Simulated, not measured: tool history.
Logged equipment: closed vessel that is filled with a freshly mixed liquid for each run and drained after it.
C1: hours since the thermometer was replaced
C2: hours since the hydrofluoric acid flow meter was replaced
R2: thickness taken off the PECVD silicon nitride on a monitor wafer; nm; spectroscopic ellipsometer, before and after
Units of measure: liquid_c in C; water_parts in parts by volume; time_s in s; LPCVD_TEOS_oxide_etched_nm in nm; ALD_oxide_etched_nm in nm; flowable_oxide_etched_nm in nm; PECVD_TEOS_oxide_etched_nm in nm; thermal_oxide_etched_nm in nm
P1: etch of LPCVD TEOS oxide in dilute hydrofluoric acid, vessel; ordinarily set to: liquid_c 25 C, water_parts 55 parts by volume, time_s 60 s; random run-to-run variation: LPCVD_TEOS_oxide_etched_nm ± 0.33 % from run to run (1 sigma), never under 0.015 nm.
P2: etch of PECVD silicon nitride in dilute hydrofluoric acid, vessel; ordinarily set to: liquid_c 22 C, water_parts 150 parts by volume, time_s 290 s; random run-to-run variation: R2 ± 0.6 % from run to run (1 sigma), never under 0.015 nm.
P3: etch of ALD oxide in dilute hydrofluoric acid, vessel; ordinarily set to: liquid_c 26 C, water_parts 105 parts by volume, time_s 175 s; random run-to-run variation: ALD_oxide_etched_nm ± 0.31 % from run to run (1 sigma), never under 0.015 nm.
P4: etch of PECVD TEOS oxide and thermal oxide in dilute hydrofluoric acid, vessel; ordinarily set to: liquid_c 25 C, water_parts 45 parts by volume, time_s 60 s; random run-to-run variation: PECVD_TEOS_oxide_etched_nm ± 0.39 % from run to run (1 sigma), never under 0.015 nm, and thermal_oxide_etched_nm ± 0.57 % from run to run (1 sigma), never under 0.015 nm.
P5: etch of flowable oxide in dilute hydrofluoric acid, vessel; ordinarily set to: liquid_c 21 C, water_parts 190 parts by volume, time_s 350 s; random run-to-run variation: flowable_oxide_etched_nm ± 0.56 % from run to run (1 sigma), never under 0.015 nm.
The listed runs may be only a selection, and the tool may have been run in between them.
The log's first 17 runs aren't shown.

{"run": 18, "hour": 179.6, "process": "P3", "liquid_c": 26, "water_parts": 105, "time_s": 175, "C1": 28.6, "C2": 415.4, "ALD_oxide_etched_nm": 18.151}
{"run": 19, "hour": 189.4, "process": "P4", "liquid_c": 25, "water_parts": 45, "time_s": 60, "C1": 38.4, "C2": 425.2, "PECVD_TEOS_oxide_etched_nm": 26.593, "thermal_oxide_etched_nm": 7.3721}
{"run": 20, "hour": 201.7, "process": "P2", "liquid_c": 25.5, "water_parts": 150, "time_s": 290, "C1": 50.7, "C2": 437.5, "R2": 5.4739}
{"run": 21, "hour": 211.6, "process": "P5", "liquid_c": 21, "water_parts": 40, "time_s": 350, "C1": 60.6, "C2": 447.4, "flowable_oxide_etched_nm": 172.61}
{"run": 22, "hour": 224.5, "process": "P5", "liquid_c": 25.5, "water_parts": 190, "time_s": 350, "C1": 73.5, "C2": 460.3, "flowable_oxide_etched_nm": 35.861}
{"run": 23, "hour": 230.4, "process": "P3", "liquid_c": 26, "water_parts": 105, "time_s": 95, "C1": 79.4, "C2": 466.2, "ALD_oxide_etched_nm": 9.8067}
{"run": 24, "hour": 239.9, "process": "P2", "liquid_c": 22, "water_parts": 265, "time_s": 290, "C1": 88.9, "C2": 475.7, "R2": 2.4836}
{"run": 25, "hour": 249.2, "process": "P4", "liquid_c": 25, "water_parts": 45, "time_s": 85, "C1": 98.2, "C2": 485, "PECVD_TEOS_oxide_etched_nm": 37.891, "thermal_oxide_etched_nm": 10.422}
{"run": 26, "hour": 261.5, "process": "P1", "liquid_c": 25, "water_parts": 55, "time_s": 35, "C1": 110.5, "C2": 497.3, "LPCVD_TEOS_oxide_etched_nm": 12.034}
{"run": 27, "hour": 270.6, "process": "P1", "liquid_c": 25, "water_parts": 55, "time_s": 60, "C1": 119.6, "C2": 506.4, "LPCVD_TEOS_oxide_etched_nm": 20.521}
{"run": 28, "hour": 279.1, "process": "P1", "liquid_c": 25, "water_parts": 55, "time_s": 60, "C1": 128.1, "C2": 514.9, "LPCVD_TEOS_oxide_etched_nm": 20.491}
{"run": 29, "hour": 287.6, "process": "P2", "liquid_c": 22, "water_parts": 150, "time_s": 130, "C1": 136.6, "C2": 523.4, "R2": 1.9691}
{"run": 30, "hour": 298.5, "process": "P1", "liquid_c": 25, "water_parts": 80, "time_s": 105, "C1": 147.5, "C2": 534.3, "LPCVD_TEOS_oxide_etched_nm": 23.961}
{"run": 31, "hour": 308.8, "process": "P5", "liquid_c": 21, "water_parts": 190, "time_s": 350, "C1": 157.8, "C2": 544.6, "flowable_oxide_etched_nm": 30.669}
{"run": 32, "hour": 316.4, "process": "P4", "liquid_c": 19.5, "water_parts": 45, "time_s": 60, "C1": 165.4, "C2": 552.2, "PECVD_TEOS_oxide_etched_nm": 21.276, "thermal_oxide_etched_nm": 5.951}
{"run": 33, "hour": 323.7, "process": "P1", "liquid_c": 25, "water_parts": 55, "time_s": 60, "C1": 172.7, "C2": 559.5, "LPCVD_TEOS_oxide_etched_nm": 20.537}
{"run": 34, "hour": 335.3, "process": "P1", "liquid_c": 25, "water_parts": 55, "time_s": 60, "C1": 184.3, "C2": 571.1, "LPCVD_TEOS_oxide_etched_nm": 19.672}

Predict the results of run 35:
{"run": 35, "hour": 346.9, "process": "P1", "liquid_c": 25, "water_parts": 55, "time_s": 60, "C1": 195.9, "C2": 582.7, "LPCVD_TEOS_oxide_etched_nm": "?"}

{"run 35": {"LPCVD_TEOS_oxide_etched_nm": 19.328}}
